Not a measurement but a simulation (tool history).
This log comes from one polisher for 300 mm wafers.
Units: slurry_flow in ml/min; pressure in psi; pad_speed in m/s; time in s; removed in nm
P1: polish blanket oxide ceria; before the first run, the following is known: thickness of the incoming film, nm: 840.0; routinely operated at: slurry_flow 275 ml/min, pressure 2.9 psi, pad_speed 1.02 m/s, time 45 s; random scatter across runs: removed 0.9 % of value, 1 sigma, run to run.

{"run": 1, "day": 0.396, "slurry_flow": 275, "pressure": 2.9, "pad_speed": 1.02, "time": 45, "removed": 158.91}
{"run": 2, "day": 0.688, "slurry_flow": 275, "pressure": 1.9, "pad_speed": 1.02, "time": 45, "removed": 104.62}
{"run": 3, "day": 1.079, "slurry_flow": 375, "pressure": 2.9, "pad_speed": 1.02, "time": 45, "removed": 163.05}
{"run": 4, "day": 1.312, "slurry_flow": 275, "pressure": 2.9, "pad_speed": 1.02, "time": 57, "removed": 202.04}
{"run": 5, "day": 1.512, "slurry_flow": 275, "pressure": 2.9, "pad_speed": 0.58, "time": 45, "removed": 91.342}
{"run": 6, "day": 1.8, "slurry_flow": 275, "pressure": 2.9, "pad_speed": 1.02, "time": 45, "removed": 159.17}
{"run": 7, "day": 2.138, "slurry_flow": 275, "pressure": 3.6, "pad_speed": 1.56, "time": 45, "removed": 302.61}
{"run": 8, "day": 2.558, "slurry_flow": 275, "pressure": 2.9, "pad_speed": 1.02, "time": 45, "removed": 157.45}
{"run": 9, "day": 3.004, "slurry_flow": 275, "pressure": 2.9, "pad_speed": 1.02, "time": 45, "removed": 162.01}
{"run": 10, "day": 3.346, "slurry_flow": 275, "pressure": 1.8, "pad_speed": 1.02, "time": 29, "removed": 63.154}
{"run": 11, "day": 3.708, "slurry_flow": 275, "pressure": 2.9, "pad_speed": 1.02, "time": 21, "removed": 73.052}
{"run": 12, "day": 4.142, "slurry_flow": 275, "pressure": 3.9, "pad_speed": 1.02, "time": 45, "removed": 210.34}
{"run": 13, "day": 4.371, "slurry_flow": 275, "pressure": 2.9, "pad_speed": 1.02, "time": 45, "removed": 158.77}
{"run": 14, "day": 4.583, "slurry_flow": 275, "pressure": 3.8, "pad_speed": 1.34, "time": 45, "removed": 276.48}
{"run": 15, "day": 5.017, "slurry_flow": 165, "pressure": 2.9, "pad_speed": 1.02, "time": 45, "removed": 152.73}
{"run": 16, "day": 5.296, "slurry_flow": 275, "pressure": 2.9, "pad_speed": 1.62, "time": 45, "removed": 250.77}
{"run": 17, "day": 5.6, "slurry_flow": 275, "pressure": 2.9, "pad_speed": 1.02, "time": 45, "removed": 159.84}
{"run": 18, "day": 6.025, "slurry_flow": 275, "pressure": 2.9, "pad_speed": 1.02, "time": 45, "removed": 152.61}
{"run": 19, "day": 6.267, "slurry_flow": 275, "pressure": 2.9, "pad_speed": 1.02, "time": 45, "removed": 152.44}
{"run": 20, "day": 6.6, "slurry_flow": 275, "pressure": 2.9, "pad_speed": 1.02, "time": 45, "removed": 153.83}
{"day": 6.733, "done": "worn pad replaced by a new one"}
{"run": 21, "day": 6.942, "slurry_flow": 275, "pressure": 2.9, "pad_speed": 1.02, "time": 45, "removed": 152.5}
{"run": 22, "day": 7.333, "slurry_flow": 275, "pressure": 2.9, "pad_speed": 1.02, "time": 45, "removed": 153.06}
{"run": 23, "day": 7.712, "slurry_flow": 275, "pressure": 2.9, "pad_speed": 1.02, "time": 45, "removed": 150.18}
{"run": 24, "day": 7.967, "slurry_flow": 275, "pressure": 2.9, "pad_speed": 1.02, "time": 45, "removed": 151.84}

The log shows P1 creeping away from where it was. Any of the 2 causes listed here, at the size stated for it, fits the log just as well as the others:
A: head's pressure below its setpoint, % = 5.75
B: slurry flow missing at the pad, % = 38.3
The creep began at about day 5.6.
Why every other cause is out:
removal rate lost through wear of the pad, %: work on it at day 6.733, done after the drift set in, did not restore what the process gave before

Below are 4 check runs, each averaged over 5 wafers, with their results shown as question marks. Which of them would give clearly different results depending on which cause is behind the drift?
{"run": "check 1", "day": 8.221, "slurry_flow": 275, "pressure": 3.6, "pad_speed": 1.02, "time": 45, "removed": "?"}
{"run": "check 2", "day": 8.221, "slurry_flow": 165, "pressure": 2.9, "pad_speed": 1.02, "time": 45, "removed": "?"}
{"run": "check 3", "day": 8.221, "slurry_flow": 275, "pressure": 2.9, "pad_speed": 0.7, "time": 56, "removed": "?"}
{"run": "check 4", "day": 8.221, "slurry_flow": 275, "pressure": 2.9, "pad_speed": 0.64, "time": 45, "removed": "?"}

Expected result of each check under each candidate cause:
check=check_1 result=removed if_A=186.6 if_B=186.6
check=check_2 result=removed if_A=141.06 if_B=136.09
check=check_3 result=removed if_A=128.38 if_B=128.38
check=check_4 result=removed if_A=94.318 if_B=94.318
Per check, the gap between the least separated pair of causes, taken in the result that splits them most: check 1 0 %; check 2 3.59 %; check 3 0 %; check 4 0 %
Of the check runs offered, only check 2 discriminates between the causes; the rest would read about the same regardless of which cause applies.

Check 2 was carried out, with these results: removed 140.17 nm. Which of the listed causes is responsible?

It is A: head's pressure below its setpoint, %.
